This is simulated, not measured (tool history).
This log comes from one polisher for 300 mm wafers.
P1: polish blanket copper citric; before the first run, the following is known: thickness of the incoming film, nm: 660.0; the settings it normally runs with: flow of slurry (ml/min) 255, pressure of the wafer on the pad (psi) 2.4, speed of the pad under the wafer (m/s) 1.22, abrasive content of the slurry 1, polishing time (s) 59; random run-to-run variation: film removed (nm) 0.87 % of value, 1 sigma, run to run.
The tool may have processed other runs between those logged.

run,day,flow of slurry (ml/min),pressure of the wafer on the pad (psi),speed of the pad under the wafer (m/s),abrasive content of the slurry,polishing time (s),wafers polished on this pad,hours since the slurry nozzle was cleaned,hours since the head pressure was calibrated,hours since the slurry blender was calibrated,film removed (nm)
1,0.312,255,2.4,1.22,1,59,658,125.4,314.2,219.2,121.16
2,0.708,255,2.4,0.54,1,59,730,134.9,323.7,228.7,53.521
3,0.95,255,2.4,1.22,1.25,59,774,140.7,329.5,234.5,125.14
4,1.258,390,2.4,1.86,1,59,831,148.1,336.9,241.9,186.82
5,1.542,255,2.4,1.22,1,59,883,154.9,343.7,248.7,119.32
6,1.962,255,2.4,1.52,1,59,959,165,353.8,258.8,146.57
7,2.383,255,2.4,1.22,1,59,1036,175.1,363.9,268.9,119.6
8,2.638,360,2.4,1.22,1,59,1083,181.2,370,275,120.31
9,3,255,3.1,1.22,1,39,1149,189.9,378.7,283.7,100.92
# day 3.038: head pressure recalibrated
10,3.483,255,3.6,1.22,1,59,1237,201.5,10.8,295.3,176.82
11,3.942,255,2.4,1.22,1,32,1321,212.5,21.8,306.3,64.548
# day 4.104: slurry nozzle cleaned
12,4.192,255,2.4,1.22,1,93,1367,2.2,27.8,312.3,186.96
13,4.696,155,2.4,1.22,1,59,1459,14.3,39.9,324.4,113.1
14,4.95,255,2.4,1.22,1,59,1505,20.4,46,330.5,118.45
15,5.4,255,2.4,1.22,0.65,59,1588,31.2,56.8,341.3,109.4
16,5.792,255,2.4,1.22,1,59,1659,40.6,66.2,350.7,119.51
17,6.017,255,1.2,1.22,1,59,1700,46,71.6,356.1,60.685
18,6.358,255,2.4,1.22,1,59,1763,54.2,79.8,364.3,118.17
19,6.646,255,2.4,1.22,1,59,1815,61.1,86.7,371.2,116.09
20,7.158,255,2.4,1.22,1,59,1909,73.4,99,383.5,113.07
21,7.583,255,2.4,1.22,1,59,1987,83.6,109.2,393.7,115.39
# day 7.804: slurry blender recalibrated
22,7.954,255,2.4,1.22,1,59,2055,92.5,118.1,3.7,112.44
# day 7.992: worn pad replaced by a new one
23,8.296,255,2.4,1.22,1,59,55,100.7,126.3,11.9,112.55

Run 24, settings as shown, results not yet in. Your forecast:
24,8.571,255,2.4,1.22,1,59,105,107.3,132.9,18.5,?

film removed (nm): 111.78
